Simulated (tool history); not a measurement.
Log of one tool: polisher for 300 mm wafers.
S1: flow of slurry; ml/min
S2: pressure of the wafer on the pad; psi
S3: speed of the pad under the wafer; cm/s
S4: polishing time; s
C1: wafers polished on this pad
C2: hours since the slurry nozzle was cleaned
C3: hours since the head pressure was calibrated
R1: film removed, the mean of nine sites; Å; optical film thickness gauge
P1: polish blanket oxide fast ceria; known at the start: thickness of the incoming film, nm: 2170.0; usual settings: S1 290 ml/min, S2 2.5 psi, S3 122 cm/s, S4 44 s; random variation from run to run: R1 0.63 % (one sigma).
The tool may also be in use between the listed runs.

{"run": 1, "hour": 6.7, "S1": 290, "S2": 2.5, "S3": 122, "S4": 44, "C1": 491, "C2": 361.8, "C3": 622.7, "R1": 6742.3}
{"run": 2, "hour": 12.6, "S1": 290, "S2": 2.5, "S3": 182, "S4": 64, "C1": 542, "C2": 367.7, "C3": 628.6, "R1": 14488}
{"run": 3, "hour": 19.3, "S1": 290, "S2": 2.5, "S3": 122, "S4": 44, "C1": 599, "C2": 374.4, "C3": 635.3, "R1": 6665.5}
{"hour": 26.1, "done": "head pressure recalibrated"}
{"run": 4, "hour": 26.5, "S1": 290, "S2": 2.5, "S3": 122, "S4": 44, "C1": 660, "C2": 381.6, "C3": 0.5, "R1": 6686.1}
{"run": 5, "hour": 32.3, "S1": 290, "S2": 2.5, "S3": 122, "S4": 23, "C1": 709, "C2": 387.4, "C3": 6.3, "R1": 3517.6}
{"run": 6, "hour": 35.7, "S1": 175, "S2": 2.5, "S3": 122, "S4": 44, "C1": 738, "C2": 390.8, "C3": 9.7, "R1": 6279.9}
{"run": 7, "hour": 41.3, "S1": 290, "S2": 2.5, "S3": 66, "S4": 44, "C1": 786, "C2": 396.4, "C3": 15.3, "R1": 3661.5}
{"run": 8, "hour": 47.2, "S1": 290, "S2": 3.9, "S3": 122, "S4": 44, "C1": 836, "C2": 402.3, "C3": 21.2, "R1": 10359}
{"run": 9, "hour": 52.5, "S1": 290, "S2": 2.5, "S3": 122, "S4": 67, "C1": 881, "C2": 407.6, "C3": 26.5, "R1": 10305}
{"run": 10, "hour": 58.9, "S1": 290, "S2": 2.5, "S3": 122, "S4": 44, "C1": 936, "C2": 414, "C3": 32.9, "R1": 6688.8}
{"run": 11, "hour": 63.9, "S1": 290, "S2": 1.7, "S3": 122, "S4": 44, "C1": 979, "C2": 419, "C3": 37.9, "R1": 4632.8}
{"run": 12, "hour": 67.6, "S1": 290, "S2": 2.5, "S3": 192, "S4": 44, "C1": 1010, "C2": 422.7, "C3": 41.6, "R1": 10588}
{"run": 13, "hour": 70.8, "S1": 400, "S2": 2.5, "S3": 122, "S4": 44, "C1": 1037, "C2": 425.9, "C3": 44.8, "R1": 6914.3}
{"run": 14, "hour": 74.3, "S1": 290, "S2": 2.5, "S3": 122, "S4": 44, "C1": 1067, "C2": 429.4, "C3": 48.3, "R1": 6641.9}
{"run": 15, "hour": 79.3, "S1": 290, "S2": 2.5, "S3": 122, "S4": 44, "C1": 1110, "C2": 434.4, "C3": 53.3, "R1": 6540.8}
{"run": 16, "hour": 83.2, "S1": 290, "S2": 2.5, "S3": 122, "S4": 44, "C1": 1143, "C2": 438.3, "C3": 57.2, "R1": 6580.4}
{"run": 17, "hour": 89.8, "S1": 290, "S2": 2.5, "S3": 122, "S4": 44, "C1": 1199, "C2": 444.9, "C3": 63.8, "R1": 6590.6}

Run 18 comes next. What will it give?
{"run": 18, "hour": 94.2, "S1": 290, "S2": 2.5, "S3": 122, "S4": 44, "C1": 1237, "C2": 449.3, "C3": 68.2, "R1": "?"}

{"run 18": {"R1": 6492.2}}
